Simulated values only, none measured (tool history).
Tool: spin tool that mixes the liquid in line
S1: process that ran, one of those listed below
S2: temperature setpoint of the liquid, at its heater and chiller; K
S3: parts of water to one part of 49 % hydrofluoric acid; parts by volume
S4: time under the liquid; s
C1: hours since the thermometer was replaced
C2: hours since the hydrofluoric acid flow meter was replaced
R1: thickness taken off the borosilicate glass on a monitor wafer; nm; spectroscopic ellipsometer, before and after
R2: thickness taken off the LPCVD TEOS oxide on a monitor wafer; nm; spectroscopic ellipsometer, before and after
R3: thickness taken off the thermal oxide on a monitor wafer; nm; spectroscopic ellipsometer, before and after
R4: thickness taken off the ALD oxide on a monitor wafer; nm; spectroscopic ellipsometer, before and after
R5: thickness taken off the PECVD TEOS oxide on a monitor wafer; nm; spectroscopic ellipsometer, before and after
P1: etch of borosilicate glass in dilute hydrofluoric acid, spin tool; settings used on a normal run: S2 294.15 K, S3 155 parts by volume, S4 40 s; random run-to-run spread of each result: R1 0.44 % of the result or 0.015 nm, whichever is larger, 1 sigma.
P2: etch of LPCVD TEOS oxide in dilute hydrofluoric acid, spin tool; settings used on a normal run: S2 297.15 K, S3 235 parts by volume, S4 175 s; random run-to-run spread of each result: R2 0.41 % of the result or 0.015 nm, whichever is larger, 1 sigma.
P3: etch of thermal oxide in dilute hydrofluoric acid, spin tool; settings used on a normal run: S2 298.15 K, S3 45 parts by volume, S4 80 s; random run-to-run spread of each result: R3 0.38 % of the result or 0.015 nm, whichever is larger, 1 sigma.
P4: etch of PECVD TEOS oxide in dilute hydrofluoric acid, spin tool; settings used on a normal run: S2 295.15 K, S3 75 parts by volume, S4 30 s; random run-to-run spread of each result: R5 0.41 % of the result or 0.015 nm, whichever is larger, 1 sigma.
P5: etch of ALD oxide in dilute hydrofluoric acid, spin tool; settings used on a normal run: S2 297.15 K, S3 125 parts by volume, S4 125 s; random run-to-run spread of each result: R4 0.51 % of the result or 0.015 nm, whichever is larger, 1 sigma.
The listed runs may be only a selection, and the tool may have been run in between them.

Run 1, day 0.167: S1 P1, S2 294.15 K, S3 155 parts by volume, S4 40 s; C1 439.0; C2 1014.7. Result: R1 8.7686 nm.
Run 2, day 0.333: S1 P1, S2 294.15 K, S3 45 parts by volume, S4 40 s; C1 443.0; C2 1018.7. Result: R1 34.3760 nm.
Run 3, day 0.475: S1 P1, S2 294.15 K, S3 155 parts by volume, S4 15 s; C1 446.4; C2 1022.1. Result: R1 3.2731 nm.
Run 4, day 0.567: S1 P1, S2 294.15 K, S3 155 parts by volume, S4 40 s; C1 448.6; C2 1024.3. Result: R1 8.8239 nm.
Run 5, day 0.675: S1 P1, S2 294.15 K, S3 155 parts by volume, S4 40 s; C1 451.2; C2 1026.9. Result: R1 8.8236 nm.
Run 6, day 0.796: S1 P2, S2 297.15 K, S3 235 parts by volume, S4 175 s; C1 454.1; C2 1029.8. Result: R2 20.884 nm.
Run 7, day 0.950: S1 P1, S2 294.15 K, S3 155 parts by volume, S4 80 s; C1 457.8; C2 1033.5. Result: R1 17.5840 nm.
Run 8, day 1.092: S1 P3, S2 298.15 K, S3 80 parts by volume, S4 80 s; C1 461.2; C2 1036.9. Result: R3 5.2026 nm.
Run 9, day 1.275: S1 P5, S2 297.15 K, S3 125 parts by volume, S4 125 s; C1 465.6; C2 1041.3. Result: R4 9.1331 nm.
Run 10, day 1.450: S1 P5, S2 297.15 K, S3 50 parts by volume, S4 125 s; C1 469.8; C2 1045.5. Result: R4 25.4110 nm.
Run 11, day 1.612: S1 P1, S2 290.15 K, S3 155 parts by volume, S4 40 s; C1 473.7; C2 1049.4. Result: R1 7.4922 nm.
Run 12, day 1.750: S1 P3, S2 298.15 K, S3 45 parts by volume, S4 40 s; C1 477.0; C2 1052.7. Result: R3 4.9246 nm.
Run 13, day 1.929: S1 P2, S2 297.15 K, S3 385 parts by volume, S4 175 s; C1 481.3; C2 1057.0. Result: R2 11.057 nm.
Run 14, day 2.054: S1 P1, S2 301.65 K, S3 155 parts by volume, S4 15 s; C1 484.3; C2 1060.0. Result: R1 4.3946 nm.
Run 15, day 2.183: S1 P4, S2 295.15 K, S3 125 parts by volume, S4 30 s; C1 487.4; C2 1063.1. Result: R5 5.4731 nm.
Run 16, day 2.296: S1 P3, S2 306.15 K, S3 45 parts by volume, S4 80 s; C1 490.1; C2 1065.8. Result: R3 13.3930 nm.
Run 17, day 2.454: S1 P5, S2 305.15 K, S3 125 parts by volume, S4 125 s; C1 493.9; C2 1069.6. Result: R4 12.3760 nm.
Run 18, day 2.546: S1 P2, S2 297.15 K, S3 235 parts by volume, S4 305 s; C1 496.1; C2 1071.8. Result: R2 36.512 nm.
Run 19, day 2.692: S1 P2, S2 303.15 K, S3 235 parts by volume, S4 175 s; C1 499.6; C2 1075.3. Result: R2 25.787 nm.
Run 20, day 2.842: S1 P5, S2 297.15 K, S3 125 parts by volume, S4 195 s; C1 503.2; C2 1078.9. Result: R4 14.3770 nm.
Run 21, day 2.975: S1 P1, S2 294.15 K, S3 220 parts by volume, S4 40 s; C1 506.4; C2 1082.1. Result: R1 5.8353 nm.
Run 22, day 3.117: S1 P1, S2 299.15 K, S3 100 parts by volume, S4 40 s; C1 509.8; C2 1085.5. Result: R1 17.6810 nm.
Run 23, day 3.288: S1 P2, S2 297.15 K, S3 235 parts by volume, S4 175 s; C1 513.9; C2 1089.6. Result: R2 20.845 nm.
Run 24, day 3.421: S1 P3, S2 298.15 K, S3 45 parts by volume, S4 80 s; C1 517.1; C2 1092.8. Result: R3 9.8279 nm.
Run 25, day 3.550: S1 P1, S2 302.15 K, S3 155 parts by volume, S4 40 s; C1 520.2; C2 1095.9. Result: R1 11.8860 nm.
Run 26, day 3.733: S1 P1, S2 294.15 K, S3 155 parts by volume, S4 40 s; C1 524.6; C2 1100.3. Result: R1 8.7338 nm.
Run 27, day 3.821: S1 P4, S2 302.65 K, S3 75 parts by volume, S4 30 s; C1 526.7; C2 1102.4. Result: R5 13.0710 nm.
Run 28, day 3.975: S1 P5, S2 297.15 K, S3 125 parts by volume, S4 125 s; C1 530.4; C2 1106.1. Result: R4 9.1761 nm.
Run 29, day 4.175: S1 P4, S2 295.15 K, S3 75 parts by volume, S4 60 s; C1 535.2; C2 1110.9. Result: R5 19.3480 nm.
Run 30, day 4.350: S1 P4, S2 295.15 K, S3 75 parts by volume, S4 30 s; C1 539.4; C2 1115.1. Result: R5 9.6801 nm.
Run 31, day 4.471: S1 P1, S2 294.15 K, S3 155 parts by volume, S4 40 s; C1 542.3; C2 1118.0. Result: R1 8.7594 nm.
Run 32, day 4.642: S1 P1, S2 294.15 K, S3 155 parts by volume, S4 40 s; C1 546.4; C2 1122.1. Result: R1 9.2145 nm.

The next listed run, before its measurement:
Run 33, day 4.738: S1 P1, S2 294.15 K, S3 155 parts by volume, S4 40 s; C1 548.7; C2 1124.4. Result: R1 ?.

R1: 9.3924 nm
